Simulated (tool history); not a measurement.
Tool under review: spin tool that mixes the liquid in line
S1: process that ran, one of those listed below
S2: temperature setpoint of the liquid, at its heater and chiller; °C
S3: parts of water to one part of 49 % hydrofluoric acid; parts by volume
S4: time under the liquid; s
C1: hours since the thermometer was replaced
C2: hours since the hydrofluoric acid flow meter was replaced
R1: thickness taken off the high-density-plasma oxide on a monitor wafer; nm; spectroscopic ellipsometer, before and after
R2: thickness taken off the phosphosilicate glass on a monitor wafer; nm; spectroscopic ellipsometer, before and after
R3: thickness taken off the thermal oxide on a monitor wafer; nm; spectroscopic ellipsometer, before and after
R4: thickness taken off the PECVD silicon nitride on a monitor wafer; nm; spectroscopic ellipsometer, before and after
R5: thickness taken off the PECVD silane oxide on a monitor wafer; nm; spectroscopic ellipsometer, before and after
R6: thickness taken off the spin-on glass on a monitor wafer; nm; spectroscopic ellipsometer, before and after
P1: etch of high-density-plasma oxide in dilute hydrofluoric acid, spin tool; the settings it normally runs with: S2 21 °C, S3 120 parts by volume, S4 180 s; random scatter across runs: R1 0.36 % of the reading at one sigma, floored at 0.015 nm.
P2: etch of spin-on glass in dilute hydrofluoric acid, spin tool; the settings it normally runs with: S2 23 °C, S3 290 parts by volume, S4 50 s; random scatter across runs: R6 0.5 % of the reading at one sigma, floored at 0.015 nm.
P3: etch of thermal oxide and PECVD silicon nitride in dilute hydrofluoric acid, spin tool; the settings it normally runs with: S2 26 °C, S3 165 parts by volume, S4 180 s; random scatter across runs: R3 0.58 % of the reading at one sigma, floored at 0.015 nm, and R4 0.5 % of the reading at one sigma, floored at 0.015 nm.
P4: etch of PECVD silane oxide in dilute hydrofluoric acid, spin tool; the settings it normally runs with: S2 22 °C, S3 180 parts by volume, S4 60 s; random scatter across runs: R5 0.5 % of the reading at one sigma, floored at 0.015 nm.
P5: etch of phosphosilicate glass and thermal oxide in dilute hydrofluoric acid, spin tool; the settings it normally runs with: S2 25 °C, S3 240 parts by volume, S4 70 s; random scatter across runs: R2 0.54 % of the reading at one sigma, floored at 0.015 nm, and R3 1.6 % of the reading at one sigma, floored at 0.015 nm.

run,hour,S1,S2,S3,S4,C1,C2,R1,R2,R3,R4,R5,R6
1,7.3,P1,21,120,180,976.8,240,7.2668,,,,,
2,13.6,P1,17,165,180,983.1,246.3,4.2634,,,,,
3,23,P1,21,120,320,992.5,255.7,12.897,,,,,
4,29.4,P5,25,115,70,998.9,262.1,,37.016,3.0449,,,
5,38.6,P1,17,160,180,1008.1,271.3,4.4445,,,,,
# hour 40.2: thermometer replaced
6,43.5,P3,26,85,180,3.3,276.2,,,11.246,8.9532,,
7,52.9,P1,21,70,180,12.7,285.6,13.121,,,,,
8,59.2,P1,28,120,80,19,291.9,4.2491,,,,,
9,66.4,P4,22,180,60,26.2,299.1,,,,,5.7276,
10,76.3,P2,23,290,50,36.1,309,,,,,,6.0449
11,82.8,P2,23,290,15,42.6,315.5,,,,,,1.8354
12,88.4,P1,21,120,180,48.2,321.1,7.2733,,,,,
13,94.8,P5,25,240,70,54.6,327.5,,15.201,1.291,,,
# hour 95.9: hydrofluoric acid flow meter replaced
14,105.1,P2,23,290,50,64.9,9.2,,,,,,6.0659
15,115.6,P3,26,165,345,75.4,19.7,,,9.9519,8.8436,,
16,124.4,P1,27,120,180,84.2,28.5,9.1177,,,,,
17,132.5,P4,22,180,60,92.3,36.6,,,,,5.7537,
18,141.2,P1,17,120,180,101,45.3,6.1227,,,,,
19,151.4,P3,19,165,180,111.2,55.5,,,3.903,2.9165,,
20,157.8,P1,21,120,180,117.6,61.9,7.2137,,,,,
21,164.2,P3,26,165,180,124,68.3,,,5.2087,4.5938,,
22,170.5,P4,22,180,105,130.3,74.6,,,,,9.9603,
23,178.6,P5,17,240,70,138.4,82.7,,11.282,0.93565,,,
24,188.2,P5,25,240,35,148,92.3,,7.654,0.67297,,,
25,197.7,P1,21,120,180,157.5,101.8,7.2231,,,,,
26,207.2,P1,21,120,180,167,111.3,7.2307,,,,,
27,215.3,P1,21,120,180,175.1,119.4,7.2508,,,,,
28,225.5,P4,26,180,60,185.3,129.6,,,,,6.6079,
29,233.3,P1,21,120,180,193.1,137.4,7.2758,,,,,
30,242.3,P4,22,315,60,202.1,146.4,,,,,2.8589,
31,249,P2,17,290,50,208.8,153.1,,,,,,4.8557
32,258.8,P2,23,55,50,218.6,162.9,,,,,,41.405
33,268.1,P1,21,170,180,227.9,172.2,4.8413,,,,,
34,276.1,P1,21,120,60,235.9,180.2,2.3961,,,,,
35,283.2,P5,25,240,70,243,187.3,,15.388,1.2717,,,
36,292,P1,21,120,180,251.8,196.1,7.2073,,,,,
37,303,P1,21,120,180,262.8,207.1,6.9874,,,,,
38,311.7,P1,21,120,180,271.5,215.8,6.7825,,,,,
39,322.7,P1,21,120,180,282.5,226.8,6.7572,,,,,
40,330.1,P1,21,120,180,289.9,234.2,6.7087,,,,,
41,339.6,P1,21,120,180,299.4,243.7,6.7491,,,,,
42,344.6,P1,21,120,180,304.4,248.7,6.7013,,,,,

Forecast run 43:
43,355.2,P1,21,120,180,315,259.3,?,,,,,

{"run 43": {"R1": 6.733}}
